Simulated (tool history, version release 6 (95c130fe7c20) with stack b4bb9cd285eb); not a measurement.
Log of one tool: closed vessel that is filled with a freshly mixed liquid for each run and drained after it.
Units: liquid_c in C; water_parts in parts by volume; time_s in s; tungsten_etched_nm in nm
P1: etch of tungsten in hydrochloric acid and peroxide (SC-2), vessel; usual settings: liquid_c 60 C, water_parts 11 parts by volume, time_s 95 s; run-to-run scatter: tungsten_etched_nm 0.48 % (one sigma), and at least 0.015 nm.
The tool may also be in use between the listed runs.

run	hour	liquid_c	water_parts	time_s	hours since the thermometer was replaced	hours since the chemicals flow meter was replaced	hours since the drum of peroxide was connected	tungsten_etched_nm
1	11.3	60	11	95	225.8	937.8	284.9	43.879
2	25.7	60	11	30	240.2	952.2	299.3	13.822
3	36	67.5	18	95	250.5	962.5	309.6	44.832
4	45	60	11	95	259.5	971.5	318.6	43.63
5	56.4	68	4	95	270.9	982.9	330	154.08
6	73.8	60	11	95	288.3	1000.3	347.4	43.658
7	87.6	44	11	95	302.1	1014.1	361.2	15.294
# hour 98.7: new drum of peroxide connected
8	102.3	60	20	95	316.8	1028.8	3.7	25.85
9	114.9	70.5	11	95	329.4	1041.4	16.3	82.529
# hour 120.4: thermometer replaced
10	122.8	60	11	95	2.4	1049.3	24.2	43.898
11	131.6	60	11	180	11.2	1058.1	33	83.001
12	139.3	60	4	95	18.9	1065.8	40.7	94.429
13	149.3	60	11	95	28.9	1075.8	50.7	43.854
14	163	60	11	95	42.6	1089.5	64.4	43.416
15	174.7	60	11	95	54.3	1101.2	76.1	43.947
16	191.4	60	11	95	71	1117.9	92.8	45.282
17	203.6	60	11	95	83.2	1130.1	105	46.49
18	212.6	60	11	95	92.2	1139.1	114	46.983
19	226.3	60	11	95	105.9	1152.8	127.7	46.602
20	242.9	60	11	95	122.5	1169.4	144.3	47.411
21	250.6	60	11	95	130.2	1177.1	152	47.291

What P1 gives has crept away from where it was. These 2 causes fit the log equally well, each at the size given:
A: liquid hotter than its thermometer reads (K) = 1.35
B: chemicals flow above the setpoint (%) = 10.5
The creep began at about hour 174.7.
Why every other cause is out:
peroxide weaker than its label (%): at most 8, which would move tungsten_etched_nm by -7.4 %: too little, or the wrong way

4 check runs are offered, each on 2 wafers whose results are averaged, their results left as question marks. Which one tells the causes apart?
check 1	258.3	60	19.5	145				?
check 2	258.3	60	17.5	95				?
check 3	258.3	46	4	95				?
check 4	258.3	60	17	55				?

What each check would give under each cause:
check	result	if A	if B
check 1	tungsten_etched_nm	43.738	43.991
check 2	tungsten_etched_nm	31.595	31.746
check 3	tungsten_etched_nm	41.363	40.283
check 4	tungsten_etched_nm	18.773	18.857
How far apart the two closest causes lie, in the result that separates them most: check 1 0.58 %; check 2 0.48 %; check 3 2.65 %; check 4 0.45 %
Check 3 tells the causes apart: in the others they would give nearly the same result.

Check 3 was then run and gave: tungsten_etched_nm 40.273 nm. Which cause is it?

It is B: chemicals flow above the setpoint (%).
